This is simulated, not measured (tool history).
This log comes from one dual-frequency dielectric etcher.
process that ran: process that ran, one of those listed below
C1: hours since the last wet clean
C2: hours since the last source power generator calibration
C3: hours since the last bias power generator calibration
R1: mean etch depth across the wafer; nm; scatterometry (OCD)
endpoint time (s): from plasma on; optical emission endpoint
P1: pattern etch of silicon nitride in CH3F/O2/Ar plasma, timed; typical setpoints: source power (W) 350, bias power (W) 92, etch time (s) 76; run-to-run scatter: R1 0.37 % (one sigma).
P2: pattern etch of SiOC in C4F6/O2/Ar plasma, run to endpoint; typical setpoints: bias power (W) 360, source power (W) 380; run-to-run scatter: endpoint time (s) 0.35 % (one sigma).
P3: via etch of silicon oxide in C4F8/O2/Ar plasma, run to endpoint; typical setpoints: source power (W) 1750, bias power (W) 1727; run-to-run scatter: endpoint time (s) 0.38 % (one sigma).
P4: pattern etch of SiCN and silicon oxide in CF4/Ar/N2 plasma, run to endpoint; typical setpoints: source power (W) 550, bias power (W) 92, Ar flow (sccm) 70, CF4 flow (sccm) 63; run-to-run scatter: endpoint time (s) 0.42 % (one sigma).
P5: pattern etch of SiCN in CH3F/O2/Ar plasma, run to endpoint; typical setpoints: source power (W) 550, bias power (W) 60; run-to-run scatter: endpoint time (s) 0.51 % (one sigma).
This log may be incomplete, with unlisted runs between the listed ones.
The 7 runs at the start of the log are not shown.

{"run": 8, "hour": 90.7, "process that ran": "P1", "source power (W)": 350, "bias power (W)": 92, "etch time (s)": 76, "C1": 392, "C2": 300, "C3": 829.4, "R1": 57.106}
{"run": 9, "hour": 105.0, "process that ran": "P5", "source power (W)": 340, "bias power (W)": 60, "C1": 406.3, "C2": 314.3, "C3": 843.7, "endpoint time (s)": 40.771}
{"run": 10, "hour": 121.8, "process that ran": "P3", "source power (W)": 1030, "bias power (W)": 1727, "C1": 423.1, "C2": 331.1, "C3": 860.5, "endpoint time (s)": 570.61}
{"run": 11, "hour": 132.8, "process that ran": "P1", "source power (W)": 350, "bias power (W)": 113, "etch time (s)": 42, "C1": 434.1, "C2": 342.1, "C3": 871.5, "R1": 34.061}
{"run": 12, "hour": 141.7, "process that ran": "P4", "source power (W)": 550, "bias power (W)": 92, "Ar flow (sccm)": 49, "CF4 flow (sccm)": 63, "C1": 443, "C2": 351, "C3": 880.4, "endpoint time (s)": 14.319}
{"run": 13, "hour": 153.7, "process that ran": "P5", "source power (W)": 550, "bias power (W)": 42, "C1": 455, "C2": 363, "C3": 892.4, "endpoint time (s)": 37.747}
{"run": 14, "hour": 164.5, "process that ran": "P1", "source power (W)": 270, "bias power (W)": 92, "etch time (s)": 76, "C1": 465.8, "C2": 373.8, "C3": 903.2, "R1": 51.2}
{"run": 15, "hour": 174.8, "process that ran": "P1", "source power (W)": 350, "bias power (W)": 92, "etch time (s)": 76, "C1": 476.1, "C2": 384.1, "C3": 913.5, "R1": 56.925}
{"run": 16, "hour": 191.4, "process that ran": "P1", "source power (W)": 350, "bias power (W)": 92, "etch time (s)": 76, "C1": 492.7, "C2": 400.7, "C3": 930.1, "R1": 57.167}
{"run": 17, "hour": 204.5, "process that ran": "P5", "source power (W)": 550, "bias power (W)": 60, "C1": 505.8, "C2": 413.8, "C3": 943.2, "endpoint time (s)": 34.153}
{"run": 18, "hour": 217.9, "process that ran": "P1", "source power (W)": 350, "bias power (W)": 64, "etch time (s)": 58, "C1": 519.2, "C2": 427.2, "C3": 956.6, "R1": 38.556}
{"run": 19, "hour": 228.5, "process that ran": "P4", "source power (W)": 550, "bias power (W)": 92, "Ar flow (sccm)": 70, "CF4 flow (sccm)": 51, "C1": 529.8, "C2": 437.8, "C3": 967.2, "endpoint time (s)": 15.342}
{"run": 20, "hour": 245.3, "process that ran": "P4", "source power (W)": 550, "bias power (W)": 92, "Ar flow (sccm)": 70, "CF4 flow (sccm)": 63, "C1": 546.6, "C2": 454.6, "C3": 984, "endpoint time (s)": 14.874}
{"run": 21, "hour": 258.4, "process that ran": "P4", "source power (W)": 340, "bias power (W)": 92, "Ar flow (sccm)": 70, "CF4 flow (sccm)": 63, "C1": 559.7, "C2": 467.7, "C3": 997.1, "endpoint time (s)": 22.876}
{"run": 22, "hour": 275.5, "process that ran": "P1", "source power (W)": 350, "bias power (W)": 92, "etch time (s)": 76, "C1": 576.8, "C2": 484.8, "C3": 1014.2, "R1": 56.917}
{"run": 23, "hour": 288.9, "process that ran": "P1", "source power (W)": 350, "bias power (W)": 92, "etch time (s)": 55, "C1": 590.2, "C2": 498.2, "C3": 1027.6, "R1": 41.107}
{"run": 24, "hour": 303.8, "process that ran": "P1", "source power (W)": 350, "bias power (W)": 92, "etch time (s)": 98, "C1": 605.1, "C2": 513.1, "C3": 1042.5, "R1": 73.497}
{"run": 25, "hour": 312.8, "process that ran": "P4", "source power (W)": 550, "bias power (W)": 92, "Ar flow (sccm)": 70, "CF4 flow (sccm)": 63, "C1": 614.1, "C2": 522.1, "C3": 1051.5, "endpoint time (s)": 14.921}
{"run": 26, "hour": 324.0, "process that ran": "P3", "source power (W)": 1750, "bias power (W)": 1007, "C1": 625.3, "C2": 533.3, "C3": 1062.7, "endpoint time (s)": 532.34}

The next listed run, before its measurement:
{"run": 27, "hour": 333.8, "process that ran": "P1", "source power (W)": 350, "bias power (W)": 71, "etch time (s)": 76, "C1": 635.1, "C2": 543.1, "C3": 1072.5, "R1": "?"}

For run 27 the tool returned R1 51.791 nm.

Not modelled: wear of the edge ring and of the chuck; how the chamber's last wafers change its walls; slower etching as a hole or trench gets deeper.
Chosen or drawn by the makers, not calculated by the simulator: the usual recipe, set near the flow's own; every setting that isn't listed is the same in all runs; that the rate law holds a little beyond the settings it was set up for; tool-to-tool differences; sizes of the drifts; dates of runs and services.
